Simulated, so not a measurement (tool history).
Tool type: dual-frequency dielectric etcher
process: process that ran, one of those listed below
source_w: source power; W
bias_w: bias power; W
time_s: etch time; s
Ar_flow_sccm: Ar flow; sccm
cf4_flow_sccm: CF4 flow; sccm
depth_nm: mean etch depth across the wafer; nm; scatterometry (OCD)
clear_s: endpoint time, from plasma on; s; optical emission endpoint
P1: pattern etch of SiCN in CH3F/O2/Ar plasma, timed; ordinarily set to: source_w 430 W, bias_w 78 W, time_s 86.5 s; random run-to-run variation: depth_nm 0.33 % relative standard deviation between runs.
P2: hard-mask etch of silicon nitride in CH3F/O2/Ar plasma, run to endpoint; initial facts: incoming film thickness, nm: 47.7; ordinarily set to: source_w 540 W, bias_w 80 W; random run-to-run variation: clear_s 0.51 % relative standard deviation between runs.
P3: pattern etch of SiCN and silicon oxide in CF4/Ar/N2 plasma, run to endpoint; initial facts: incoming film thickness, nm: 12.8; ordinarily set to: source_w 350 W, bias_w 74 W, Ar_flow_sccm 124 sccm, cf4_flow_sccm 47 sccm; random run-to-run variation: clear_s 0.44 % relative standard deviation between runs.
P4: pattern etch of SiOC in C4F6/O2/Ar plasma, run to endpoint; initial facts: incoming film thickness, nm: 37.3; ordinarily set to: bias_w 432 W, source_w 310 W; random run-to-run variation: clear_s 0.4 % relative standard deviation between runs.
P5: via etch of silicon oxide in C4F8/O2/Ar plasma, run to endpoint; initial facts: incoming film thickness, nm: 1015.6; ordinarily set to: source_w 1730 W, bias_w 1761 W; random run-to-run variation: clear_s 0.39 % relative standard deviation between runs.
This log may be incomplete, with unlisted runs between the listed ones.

{"run": 1, "hour": 7.8, "process": "P1", "source_w": 430, "bias_w": 78, "time_s": 86.5, "depth_nm": 35.093}
{"run": 2, "hour": 11.9, "process": "P1", "source_w": 520, "bias_w": 78, "time_s": 86.5, "depth_nm": 37.692}
{"run": 3, "hour": 16.2, "process": "P3", "source_w": 350, "bias_w": 74, "Ar_flow_sccm": 124, "cf4_flow_sccm": 47, "clear_s": 20.022}
{"run": 4, "hour": 24.0, "process": "P1", "source_w": 290, "bias_w": 78, "time_s": 105.0, "depth_nm": 36.851}
{"run": 5, "hour": 31.3, "process": "P3", "source_w": 350, "bias_w": 101, "Ar_flow_sccm": 124, "cf4_flow_sccm": 47, "clear_s": 17.621}
{"run": 6, "hour": 37.4, "process": "P1", "source_w": 430, "bias_w": 78, "time_s": 86.5, "depth_nm": 35.1}
{"run": 7, "hour": 42.4, "process": "P5", "source_w": 1730, "bias_w": 1761, "clear_s": 215.26}
{"run": 8, "hour": 46.4, "process": "P3", "source_w": 470, "bias_w": 74, "Ar_flow_sccm": 124, "cf4_flow_sccm": 47, "clear_s": 15.38}
{"hour": 51.0, "done": "source power generator calibrated"}
{"run": 9, "hour": 53.3, "process": "P2", "source_w": 540, "bias_w": 80, "clear_s": 60.808}
{"run": 10, "hour": 58.0, "process": "P4", "source_w": 430, "bias_w": 432, "clear_s": 12.753}
{"run": 11, "hour": 62.6, "process": "P2", "source_w": 540, "bias_w": 110, "clear_s": 54.106}
{"run": 12, "hour": 67.6, "process": "P4", "source_w": 310, "bias_w": 562, "clear_s": 12.969}
{"run": 13, "hour": 71.6, "process": "P2", "source_w": 680, "bias_w": 80, "clear_s": 56.034}
{"run": 14, "hour": 77.4, "process": "P1", "source_w": 430, "bias_w": 50, "time_s": 86.5, "depth_nm": 30.036}
{"run": 15, "hour": 83.9, "process": "P1", "source_w": 430, "bias_w": 78, "time_s": 117.5, "depth_nm": 47.737}
{"run": 16, "hour": 89.3, "process": "P1", "source_w": 430, "bias_w": 78, "time_s": 65.5, "depth_nm": 26.478}
{"run": 17, "hour": 95.9, "process": "P1", "source_w": 260, "bias_w": 78, "time_s": 86.5, "depth_nm": 28.991}
{"run": 18, "hour": 101.6, "process": "P3", "source_w": 350, "bias_w": 74, "Ar_flow_sccm": 124, "cf4_flow_sccm": 38, "clear_s": 20.859}
{"run": 19, "hour": 108.9, "process": "P1", "source_w": 430, "bias_w": 102, "time_s": 86.5, "depth_nm": 38.673}
{"run": 20, "hour": 114.7, "process": "P1", "source_w": 430, "bias_w": 78, "time_s": 86.5, "depth_nm": 35.255}
{"run": 21, "hour": 120.7, "process": "P3", "source_w": 350, "bias_w": 74, "Ar_flow_sccm": 161, "cf4_flow_sccm": 47, "clear_s": 20.836}
{"run": 22, "hour": 128.1, "process": "P4", "source_w": 310, "bias_w": 432, "clear_s": 14.4}
{"run": 23, "hour": 134.6, "process": "P5", "source_w": 2360, "bias_w": 1761, "clear_s": 191.4}
{"run": 24, "hour": 141.4, "process": "P5", "source_w": 1730, "bias_w": 2328, "clear_s": 200.4}
{"run": 25, "hour": 150.5, "process": "P4", "source_w": 310, "bias_w": 432, "clear_s": 14.372}
{"run": 26, "hour": 157.7, "process": "P1", "source_w": 430, "bias_w": 78, "time_s": 86.5, "depth_nm": 35.108}
{"run": 27, "hour": 162.4, "process": "P1", "source_w": 430, "bias_w": 78, "time_s": 86.5, "depth_nm": 35.2}
{"run": 28, "hour": 171.3, "process": "P1", "source_w": 430, "bias_w": 78, "time_s": 86.5, "depth_nm": 34.773}
{"run": 29, "hour": 178.1, "process": "P1", "source_w": 430, "bias_w": 78, "time_s": 86.5, "depth_nm": 34.701}
{"run": 30, "hour": 186.7, "process": "P1", "source_w": 430, "bias_w": 78, "time_s": 86.5, "depth_nm": 34.596}
{"run": 31, "hour": 194.4, "process": "P1", "source_w": 430, "bias_w": 78, "time_s": 86.5, "depth_nm": 34.556}
{"run": 32, "hour": 201.0, "process": "P1", "source_w": 430, "bias_w": 78, "time_s": 86.5, "depth_nm": 34.68}
{"run": 33, "hour": 206.1, "process": "P1", "source_w": 430, "bias_w": 78, "time_s": 86.5, "depth_nm": 34.678}
{"hour": 208.4, "done": "wet clean of the chamber"}
{"run": 34, "hour": 215.1, "process": "P1", "source_w": 430, "bias_w": 78, "time_s": 86.5, "depth_nm": 34.517}
{"run": 35, "hour": 221.0, "process": "P1", "source_w": 430, "bias_w": 78, "time_s": 86.5, "depth_nm": 34.48}
{"run": 36, "hour": 229.6, "process": "P1", "source_w": 430, "bias_w": 78, "time_s": 86.5, "depth_nm": 34.574}

P1 no longer gives what it gave before; its output has crept away from where it was. The following 2 causes, each at its listed size, fit the log equally well:
A: bias power that arrives under what is set, % = 4.52
B: source power that arrives under what is set, % = 4.3
The gradual shift began around hour 162.4.
Why every other cause is out:
chamber walls in a state that lowers the etch rate, %: maintenance at hour 208.4, after the shift began, did not return the process to its former output

Below are 4 check runs, each averaged over 3 wafers, with their results shown as question marks. Which of them would give clearly different results depending on which cause is behind the drift?
{"run": "check 1", "hour": 238.2, "process": "P4", "source_w": 370, "bias_w": 546, "clear_s": "?"}
{"run": "check 2", "hour": 238.2, "process": "P2", "source_w": 640, "bias_w": 105, "clear_s": "?"}
{"run": "check 3", "hour": 238.2, "process": "P3", "source_w": 460, "bias_w": 96, "Ar_flow_sccm": 124, "cf4_flow_sccm": 47, "clear_s": "?"}
{"run": "check 4", "hour": 238.2, "process": "P5", "source_w": 2140, "bias_w": 2297, "clear_s": "?"}

Check results expected under each cause:
check=check_1 result=clear_s if_A=12.519 if_B=12.502
check=check_2 result=clear_s if_A=52.963 if_B=52.959
check=check_3 result=clear_s if_A=14.495 if_B=14.788
check=check_4 result=clear_s if_A=186.310 if_B=187.050
Separation of the two closest causes in each check, using whichever result separates them best: check 1 0.14 %; check 2 0.01 %; check 3 2 %; check 4 0.39 %
Check 3 distinguishes between the causes, while the remaining checks would return nearly the same result for all of them.

After running check 3, the following was obtained: clear_s 14.469 s. Which cause does this point to?

A is the cause: bias power that arrives under what is set, %.
